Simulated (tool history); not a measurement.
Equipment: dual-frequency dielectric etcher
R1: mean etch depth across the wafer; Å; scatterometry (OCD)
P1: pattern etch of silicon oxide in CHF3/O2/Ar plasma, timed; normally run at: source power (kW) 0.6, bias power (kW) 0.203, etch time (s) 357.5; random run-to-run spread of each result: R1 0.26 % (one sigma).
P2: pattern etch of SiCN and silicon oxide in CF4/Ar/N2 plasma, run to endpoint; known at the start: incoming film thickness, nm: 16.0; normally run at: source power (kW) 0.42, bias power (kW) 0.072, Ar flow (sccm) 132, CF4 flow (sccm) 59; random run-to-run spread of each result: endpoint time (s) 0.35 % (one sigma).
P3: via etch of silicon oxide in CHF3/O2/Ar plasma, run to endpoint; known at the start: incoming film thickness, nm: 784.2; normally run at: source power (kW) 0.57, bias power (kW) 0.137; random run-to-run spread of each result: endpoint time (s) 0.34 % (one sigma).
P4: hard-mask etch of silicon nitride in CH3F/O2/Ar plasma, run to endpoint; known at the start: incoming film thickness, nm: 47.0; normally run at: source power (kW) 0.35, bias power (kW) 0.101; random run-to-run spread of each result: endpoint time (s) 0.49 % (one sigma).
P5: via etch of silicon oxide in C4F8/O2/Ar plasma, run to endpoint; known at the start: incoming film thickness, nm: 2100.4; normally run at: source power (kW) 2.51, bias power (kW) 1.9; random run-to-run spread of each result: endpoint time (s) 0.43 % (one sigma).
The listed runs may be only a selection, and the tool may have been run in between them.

run 1 day=0.242 | process_that_ran=P1 source_power_(kW)=0.6 bias_power_(kW)=0.203 etch_time_(s)=357.5 | R1=7265.1
run 2 day=0.575 | process_that_ran=P1 source_power_(kW)=0.4 bias_power_(kW)=0.203 etch_time_(s)=357.5 | R1=6229
run 3 day=0.883 | process_that_ran=P3 source_power_(kW)=0.57 bias_power_(kW)=0.137 | endpoint_time_(s)=438.87
run 4 day=1.112 | process_that_ran=P4 source_power_(kW)=0.35 bias_power_(kW)=0.101 | endpoint_time_(s)=63.573
run 5 day=1.329 | process_that_ran=P3 source_power_(kW)=0.57 bias_power_(kW)=0.137 | endpoint_time_(s)=437.19
run 6 day=1.483 | process_that_ran=P2 source_power_(kW)=0.34 bias_power_(kW)=0.072 Ar_flow_(sccm)=132 CF4_flow_(sccm)=59 | endpoint_time_(s)=24.204
run 7 day=1.792 | process_that_ran=P5 source_power_(kW)=2.51 bias_power_(kW)=1.9 | endpoint_time_(s)=368.63
run 8 day=2.067 | process_that_ran=P1 source_power_(kW)=0.6 bias_power_(kW)=0.267 etch_time_(s)=357.5 | R1=7992.9
run 9 day=2.258 | process_that_ran=P2 source_power_(kW)=0.42 bias_power_(kW)=0.044 Ar_flow_(sccm)=132 CF4_flow_(sccm)=59 | endpoint_time_(s)=23.827
run 10 day=2.592 | process_that_ran=P5 source_power_(kW)=2.51 bias_power_(kW)=2.659 | endpoint_time_(s)=337.05
run 11 day=2.846 | process_that_ran=P1 source_power_(kW)=0.6 bias_power_(kW)=0.203 etch_time_(s)=357.5 | R1=7240.9
run 12 day=3.158 | process_that_ran=P1 source_power_(kW)=0.79 bias_power_(kW)=0.203 etch_time_(s)=357.5 | R1=8044.4
run 13 day=3.375 | process_that_ran=P2 source_power_(kW)=0.42 bias_power_(kW)=0.072 Ar_flow_(sccm)=132 CF4_flow_(sccm)=59 | endpoint_time_(s)=19.949
run 14 day=3.658 | process_that_ran=P1 source_power_(kW)=0.6 bias_power_(kW)=0.203 etch_time_(s)=357.5 | R1=7248.5
run 15 day=3.946 | process_that_ran=P3 source_power_(kW)=0.35 bias_power_(kW)=0.137 | endpoint_time_(s)=528.36
run 16 day=4.212 | process_that_ran=P1 source_power_(kW)=0.6 bias_power_(kW)=0.203 etch_time_(s)=469.5 | R1=9556.4
run 17 day=4.475 | process_that_ran=P1 source_power_(kW)=0.6 bias_power_(kW)=0.203 etch_time_(s)=357.5 | R1=7244.2
run 18 day=4.825 | process_that_ran=P1 source_power_(kW)=0.6 bias_power_(kW)=0.203 etch_time_(s)=357.5 | R1=7265.3
run 19 day=5.05 | process_that_ran=P2 source_power_(kW)=0.42 bias_power_(kW)=0.072 Ar_flow_(sccm)=132 CF4_flow_(sccm)=80 | endpoint_time_(s)=19.184
run 20 day=5.404 | process_that_ran=P4 source_power_(kW)=0.35 bias_power_(kW)=0.101 | endpoint_time_(s)=63.458
run 21 day=5.592 | process_that_ran=P5 source_power_(kW)=3.44 bias_power_(kW)=1.9 | endpoint_time_(s)=325.76
run 22 day=5.812 | process_that_ran=P2 source_power_(kW)=0.42 bias_power_(kW)=0.072 Ar_flow_(sccm)=96 CF4_flow_(sccm)=59 | endpoint_time_(s)=19.122
run 23 day=6.1 | process_that_ran=P4 source_power_(kW)=0.35 bias_power_(kW)=0.068 | endpoint_time_(s)=72.365
-- day=6.312 source power generator calibrated
run 24 day=6.425 | process_that_ran=P1 source_power_(kW)=0.6 bias_power_(kW)=0.203 etch_time_(s)=204.5 | R1=4136.1
run 25 day=6.629 | process_that_ran=P4 source_power_(kW)=0.46 bias_power_(kW)=0.101 | endpoint_time_(s)=56.459
run 26 day=6.846 | process_that_ran=P3 source_power_(kW)=0.57 bias_power_(kW)=0.082 | endpoint_time_(s)=509.41
run 27 day=7.142 | process_that_ran=P1 source_power_(kW)=0.6 bias_power_(kW)=0.165 etch_time_(s)=357.5 | R1=6756.7
run 28 day=7.375 | process_that_ran=P1 source_power_(kW)=0.4 bias_power_(kW)=0.238 etch_time_(s)=357.5 | R1=6619.7
run 29 day=7.683 | process_that_ran=P1 source_power_(kW)=0.6 bias_power_(kW)=0.203 etch_time_(s)=357.5 | R1=7241.7
run 30 day=7.883 | process_that_ran=P1 source_power_(kW)=0.6 bias_power_(kW)=0.203 etch_time_(s)=357.5 | R1=7295.5
run 31 day=8.138 | process_that_ran=P1 source_power_(kW)=0.6 bias_power_(kW)=0.203 etch_time_(s)=357.5 | R1=7314.5
run 32 day=8.329 | process_that_ran=P1 source_power_(kW)=0.6 bias_power_(kW)=0.203 etch_time_(s)=357.5 | R1=7353.4
-- day=8.417 wet clean of the chamber
run 33 day=8.596 | process_that_ran=P1 source_power_(kW)=0.6 bias_power_(kW)=0.203 etch_time_(s)=357.5 | R1=7352.8
run 34 day=8.95 | process_that_ran=P1 source_power_(kW)=0.6 bias_power_(kW)=0.203 etch_time_(s)=357.5 | R1=7366
run 35 day=9.2 | process_that_ran=P1 source_power_(kW)=0.6 bias_power_(kW)=0.203 etch_time_(s)=357.5 | R1=7394.3

What P1 gives has crept off from where it sat before. The 2 causes that follow fit the log equally well, each at the size noted:
A: bias power that arrives over what is set, % = 4.61
B: source power that arrives over what is set, % = 4.18
Creep in the process output first set in at about day 7.683.
Other possible causes, and why each is ruled out:
chamber walls in a state that raises the etch rate, %: serviced at day 8.417, which brought nothing back

4 check runs are offered, each on 2 wafers whose results are averaged, their results left as question marks. Which one tells the causes apart?
run check 1 day=9.45 | process_that_ran=P2 source_power_(kW)=0.42 bias_power_(kW)=0.059 Ar_flow_(sccm)=132 CF4_flow_(sccm)=77 | endpoint_time_(s)=?
run check 2 day=9.45 | process_that_ran=P4 source_power_(kW)=0.4 bias_power_(kW)=0.085 | endpoint_time_(s)=?
run check 3 day=9.45 | process_that_ran=P3 source_power_(kW)=0.36 bias_power_(kW)=0.137 | endpoint_time_(s)=?
run check 4 day=9.45 | process_that_ran=P5 source_power_(kW)=3.02 bias_power_(kW)=2.526 | endpoint_time_(s)=?

What each check would give under each cause:
check=check_1 result=endpoint_time_(s) if_A=20.308 if_B=19.885
check=check_2 result=endpoint_time_(s) if_A=62.802 if_B=62.845
check=check_3 result=endpoint_time_(s) if_A=514.35 if_B=513.92
check=check_4 result=endpoint_time_(s) if_A=313.74 if_B=312.78
Distance between the nearest two causes, measured in the result of the check that separates them most: check 1 2.1 %; check 2 0.07 %; check 3 0.08 %; check 4 0.31 %
Only check 1 tells the causes apart: in the others they would give nearly the same result.

After running check 1, the following was obtained: endpoint time (s) 20.318. Which cause does this point to?

It was cause A: bias power that arrives over what is set, %.
